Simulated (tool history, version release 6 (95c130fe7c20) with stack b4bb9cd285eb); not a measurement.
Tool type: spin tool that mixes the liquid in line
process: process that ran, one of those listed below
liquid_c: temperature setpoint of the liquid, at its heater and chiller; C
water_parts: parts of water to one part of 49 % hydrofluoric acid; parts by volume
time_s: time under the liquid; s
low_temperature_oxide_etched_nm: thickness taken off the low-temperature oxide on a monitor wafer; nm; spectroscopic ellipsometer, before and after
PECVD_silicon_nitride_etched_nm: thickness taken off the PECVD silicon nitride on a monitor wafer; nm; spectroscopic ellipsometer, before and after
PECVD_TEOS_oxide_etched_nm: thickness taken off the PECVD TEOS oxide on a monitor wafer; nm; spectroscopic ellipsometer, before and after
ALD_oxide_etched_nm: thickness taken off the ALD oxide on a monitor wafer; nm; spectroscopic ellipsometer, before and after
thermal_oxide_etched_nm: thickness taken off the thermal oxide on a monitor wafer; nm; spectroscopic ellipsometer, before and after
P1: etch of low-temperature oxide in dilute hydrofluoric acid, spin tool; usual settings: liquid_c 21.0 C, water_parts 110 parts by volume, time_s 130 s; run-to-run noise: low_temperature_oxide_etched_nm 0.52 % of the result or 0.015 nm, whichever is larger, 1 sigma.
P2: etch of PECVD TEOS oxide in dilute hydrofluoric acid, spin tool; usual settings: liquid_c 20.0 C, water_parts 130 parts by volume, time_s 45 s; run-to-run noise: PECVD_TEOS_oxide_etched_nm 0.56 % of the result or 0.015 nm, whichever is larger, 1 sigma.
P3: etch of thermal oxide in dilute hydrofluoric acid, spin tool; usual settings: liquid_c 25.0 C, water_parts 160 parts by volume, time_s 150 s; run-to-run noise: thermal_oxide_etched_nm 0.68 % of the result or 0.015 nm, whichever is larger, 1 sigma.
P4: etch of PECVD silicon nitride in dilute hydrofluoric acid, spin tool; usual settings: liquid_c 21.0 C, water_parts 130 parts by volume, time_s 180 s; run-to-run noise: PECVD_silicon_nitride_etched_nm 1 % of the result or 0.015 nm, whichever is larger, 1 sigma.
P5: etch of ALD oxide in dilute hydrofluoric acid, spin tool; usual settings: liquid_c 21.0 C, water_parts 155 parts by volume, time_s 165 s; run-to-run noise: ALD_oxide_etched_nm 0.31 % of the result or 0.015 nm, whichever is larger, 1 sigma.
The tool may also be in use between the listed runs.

| run | hour | process | liquid_c | water_parts | time_s | low_temperature_oxide_etched_nm | PECVD_silicon_nitride_etched_nm | PECVD_TEOS_oxide_etched_nm | ALD_oxide_etched_nm | thermal_oxide_etched_nm |
|---|---|---|---|---|---|---|---|---|---|---|
| 1 | 3.4 | P1 | 21.0 | 110 | 130 | 37.9050 |  |  |  |  |
| 2 | 6.4 | P4 | 21.0 | 70 | 180 |  | 4.9348 |  |  |  |
| 3 | 9.9 | P2 | 20.0 | 45 | 45 |  |  | 24.7160 |  |  |
| 4 | 13.3 | P5 | 21.0 | 155 | 45 |  |  |  | 2.3942 |  |
| 5 | 15.7 | P4 | 27.0 | 130 | 180 |  | 4.0343 |  |  |  |
| 6 | 19.0 | P4 | 21.0 | 130 | 180 |  | 2.6558 |  |  |  |
| 7 | 22.2 | P1 | 28.5 | 110 | 50 | 19.5900 |  |  |  |  |
| 8 | 25.4 | P1 | 21.0 | 175 | 130 | 22.2630 |  |  |  |  |
| 9 | 30.5 | P1 | 21.0 | 110 | 130 | 38.4070 |  |  |  |  |
| 10 | 34.2 | P1 | 21.0 | 155 | 55 | 10.8470 |  |  |  |  |
| 11 | 36.7 | P3 | 19.5 | 160 | 150 |  |  |  |  | 3.36030 |
| 12 | 41.0 | P1 | 21.0 | 110 | 235 | 68.9190 |  |  |  |  |
| 13 | 44.9 | P3 | 25.0 | 160 | 150 |  |  |  |  | 4.27900 |
| 14 | 47.8 | P4 | 21.0 | 130 | 180 |  | 2.6866 |  |  |  |
| 15 | 50.4 | P5 | 21.0 | 75 | 165 |  |  |  | 19.7020 |  |
| 16 | 54.9 | P3 | 25.0 | 85 | 150 |  |  |  |  | 8.71240 |
| 17 | 58.3 | P4 | 21.0 | 130 | 285 |  | 4.2346 |  |  |  |
| 18 | 60.8 | P1 | 21.0 | 110 | 130 | 38.1170 |  |  |  |  |
| 19 | 65.9 | P3 | 25.0 | 160 | 15 |  |  |  |  | 0.41565 |
| 20 | 69.0 | P1 | 17.0 | 110 | 130 | 32.1800 |  |  |  |  |
| 21 | 73.8 | P1 | 21.0 | 110 | 25 | 7.2853 |  |  |  |  |
| 22 | 76.8 | P2 | 20.0 | 130 | 45 |  |  | 7.7027 |  |  |
| 23 | 79.2 | P2 | 20.0 | 130 | 45 |  |  | 7.7210 |  |  |
| 24 | 82.5 | P5 | 27.0 | 155 | 165 |  |  |  | 10.9850 |  |
| 25 | 86.1 | P5 | 21.0 | 155 | 165 |  |  |  | 8.7825 |  |

Run 26 comes next. What will it give?
| 26 | 89.6 | P2 | 20.0 | 130 | 75 |  |  | ? |  |  |

PECVD_TEOS_oxide_etched_nm: 12.7840 nm
